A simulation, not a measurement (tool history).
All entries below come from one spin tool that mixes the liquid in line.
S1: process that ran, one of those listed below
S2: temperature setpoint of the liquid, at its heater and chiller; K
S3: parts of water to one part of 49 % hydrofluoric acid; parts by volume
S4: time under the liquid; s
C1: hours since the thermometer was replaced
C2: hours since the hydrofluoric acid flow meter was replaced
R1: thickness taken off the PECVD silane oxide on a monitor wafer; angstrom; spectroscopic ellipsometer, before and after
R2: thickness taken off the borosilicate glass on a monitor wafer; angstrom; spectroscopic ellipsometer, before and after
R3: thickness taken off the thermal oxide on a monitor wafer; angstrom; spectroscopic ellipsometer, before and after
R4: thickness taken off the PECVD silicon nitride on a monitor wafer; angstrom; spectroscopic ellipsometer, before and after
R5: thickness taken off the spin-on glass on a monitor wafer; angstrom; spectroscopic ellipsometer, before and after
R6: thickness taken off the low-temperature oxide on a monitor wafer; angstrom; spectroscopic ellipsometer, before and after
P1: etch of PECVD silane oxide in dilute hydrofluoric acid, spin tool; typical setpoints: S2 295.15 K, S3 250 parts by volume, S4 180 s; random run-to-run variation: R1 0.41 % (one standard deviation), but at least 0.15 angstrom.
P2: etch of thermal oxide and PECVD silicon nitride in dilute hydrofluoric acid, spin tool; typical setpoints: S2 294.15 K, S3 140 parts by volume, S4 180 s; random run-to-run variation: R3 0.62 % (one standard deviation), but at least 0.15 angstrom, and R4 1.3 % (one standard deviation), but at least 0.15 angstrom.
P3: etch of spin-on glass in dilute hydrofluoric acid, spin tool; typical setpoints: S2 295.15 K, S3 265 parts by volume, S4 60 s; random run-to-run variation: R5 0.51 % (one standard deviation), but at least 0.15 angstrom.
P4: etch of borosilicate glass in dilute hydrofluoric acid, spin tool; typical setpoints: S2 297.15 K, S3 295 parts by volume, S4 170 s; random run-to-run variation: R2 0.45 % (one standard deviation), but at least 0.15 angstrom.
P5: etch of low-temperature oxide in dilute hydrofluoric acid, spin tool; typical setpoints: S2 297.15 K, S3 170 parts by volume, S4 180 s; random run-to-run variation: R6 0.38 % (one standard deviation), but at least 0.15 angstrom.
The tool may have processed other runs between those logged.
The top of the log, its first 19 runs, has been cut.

| run | hour | S1 | S2 | S3 | S4 | C1 | C2 | R1 | R2 | R3 | R4 | R5 | R6 |
|---|---|---|---|---|---|---|---|---|---|---|---|---|---|
| 20 | 184.1 | P1 | 301.65 | 250 | 180 | 663.6 | 274.7 | 108.980 |  |  |  |  |  |
| 21 | 190.1 | P5 | 303.15 | 170 | 180 | 669.6 | 280.7 |  |  |  |  |  | 199.290 |
| 22 | 198.0 | P5 | 297.15 | 170 | 180 | 677.5 | 288.6 |  |  |  |  |  | 159.630 |
| 23 | 204.1 | P2 | 294.15 | 250 | 180 | 683.6 | 294.7 |  |  | 25.745 | 9.8751 |  |  |
| 24 | 211.5 | P3 | 295.15 | 120 | 60 | 691.0 | 302.1 |  |  |  |  | 126.970 |  |
| 25 | 220.6 | P3 | 290.15 | 265 | 60 | 700.1 | 311.2 |  |  |  |  | 41.200 |  |
| 26 | 229.3 | P5 | 297.15 | 170 | 180 | 708.8 | 319.9 |  |  |  |  |  | 160.220 |
| 27 | 239.7 | P4 | 297.15 | 295 | 170 | 719.2 | 330.3 |  | 134.460 |  |  |  |  |
| 28 | 245.7 | P1 | 295.15 | 250 | 180 | 725.2 | 336.3 | 86.305 |  |  |  |  |  |
| 29 | 256.4 | P1 | 290.15 | 250 | 85 | 735.9 | 347.0 | 34.286 |  |  |  |  |  |
| 30 | 262.0 | P2 | 302.15 | 140 | 180 | 741.5 | 352.6 |  |  | 68.804 | 30.6800 |  |  |
| 31 | 271.8 | P1 | 295.15 | 250 | 180 | 751.3 | 362.4 | 86.343 |  |  |  |  |  |
| 32 | 277.8 | P1 | 295.15 | 250 | 180 | 757.3 | 368.4 | 85.205 |  |  |  |  |  |
| 33 | 289.1 | P1 | 295.15 | 250 | 180 | 768.6 | 379.7 | 83.592 |  |  |  |  |  |
| 34 | 296.6 | P1 | 295.15 | 250 | 180 | 776.1 | 387.2 | 82.420 |  |  |  |  |  |
| 35 | 303.4 | P1 | 295.15 | 250 | 180 | 782.9 | 394.0 | 81.541 |  |  |  |  |  |
| 36 | 311.4 | P1 | 295.15 | 250 | 180 | 790.9 | 402.0 | 81.126 |  |  |  |  |  |
| 37 | 319.2 | P1 | 295.15 | 250 | 180 | 798.7 | 409.8 | 81.027 |  |  |  |  |  |
| 38 | 326.7 | P1 | 295.15 | 250 | 180 | 806.2 | 417.3 | 80.580 |  |  |  |  |  |
| 39 | 336.9 | P1 | 295.15 | 250 | 180 | 816.4 | 427.5 | 79.763 |  |  |  |  |  |

What will run 40 give?
| 40 | 346.3 | P1 | 295.15 | 250 | 180 | 825.8 | 436.9 | ? |  |  |  |  |  |

{"run 40": {"R1": 80.282}}

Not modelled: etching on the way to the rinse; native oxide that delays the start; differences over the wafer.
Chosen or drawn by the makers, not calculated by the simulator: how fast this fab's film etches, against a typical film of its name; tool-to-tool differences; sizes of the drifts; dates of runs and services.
